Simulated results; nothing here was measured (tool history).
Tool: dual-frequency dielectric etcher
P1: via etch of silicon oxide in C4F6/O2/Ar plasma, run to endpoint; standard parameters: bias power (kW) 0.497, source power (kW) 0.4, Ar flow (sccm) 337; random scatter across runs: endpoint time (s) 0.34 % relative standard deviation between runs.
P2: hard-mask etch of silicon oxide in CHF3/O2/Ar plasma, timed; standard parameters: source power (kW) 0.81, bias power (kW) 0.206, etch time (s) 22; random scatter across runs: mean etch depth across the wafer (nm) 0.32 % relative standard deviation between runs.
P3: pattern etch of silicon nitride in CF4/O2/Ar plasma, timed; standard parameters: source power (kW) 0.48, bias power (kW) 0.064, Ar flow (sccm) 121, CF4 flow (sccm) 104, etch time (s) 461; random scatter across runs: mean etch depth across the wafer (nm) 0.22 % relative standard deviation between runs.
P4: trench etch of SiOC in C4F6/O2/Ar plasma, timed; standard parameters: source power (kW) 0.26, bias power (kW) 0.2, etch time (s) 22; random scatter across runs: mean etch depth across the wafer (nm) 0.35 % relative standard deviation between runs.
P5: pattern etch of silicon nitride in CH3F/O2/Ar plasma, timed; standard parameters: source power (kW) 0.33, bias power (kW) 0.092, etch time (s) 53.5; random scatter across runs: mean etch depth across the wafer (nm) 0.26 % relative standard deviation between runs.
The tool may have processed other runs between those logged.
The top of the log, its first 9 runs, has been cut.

run,hour,process that ran,bias power (kW),source power (kW),Ar flow (sccm),etch time (s),CF4 flow (sccm),hours since the last wet clean,hours since the last bias power generator calibration,hours since the last source power generator calibration,hours since the last Ar flow controller change,endpoint time (s),mean etch depth across the wafer (nm)
10,72.8,P1,0.497,0.26,337,,,359.8,820,1359.3,3169.7,25.379,
11,81.6,P1,0.497,0.4,337,,,368.6,828.8,1368.1,3178.5,21.696,
12,86.1,P2,0.142,0.81,,22,,373.1,833.3,1372.6,3183,,45.03
13,92.8,P3,0.091,0.48,121,461,104,379.8,840,1379.3,3189.7,,1054.8
14,100.6,P5,0.058,0.33,,53.5,,387.6,847.8,1387.1,3197.5,,33.312
15,110.8,P1,0.497,0.48,431,,,397.8,858,1397.3,3207.7,20.92,
16,116.4,P1,0.321,0.4,337,,,403.4,863.6,1402.9,3213.3,25.549,
17,121.8,P2,0.206,0.57,,22,,408.8,869,1408.3,3218.7,,44.344
18,127.1,P4,0.2,0.26,,29.5,,414.1,874.3,1413.6,3224,,54.618
19,136.6,P3,0.064,0.48,144,461,104,423.6,883.8,1423.1,3233.5,,897.45
20,143.1,P3,0.064,0.48,121,461,78,430.1,890.3,1429.6,3240,,887.92
21,150.9,P1,0.363,0.33,337,,,437.9,898.1,1437.4,3247.8,26.286,
# hour 152.3: source power generator calibrated
22,160.1,P1,0.624,0.4,337,,,447.1,907.3,7.9,3257,19.961,
23,168.9,P1,0.497,0.4,337,,,455.9,916.1,16.7,3265.8,21.603,

The next listed run, before its measurement:
24,174.2,P1,0.497,0.4,337,,,461.2,921.4,22,3271.1,?,

Run 24 measured endpoint time (s) 21.783.
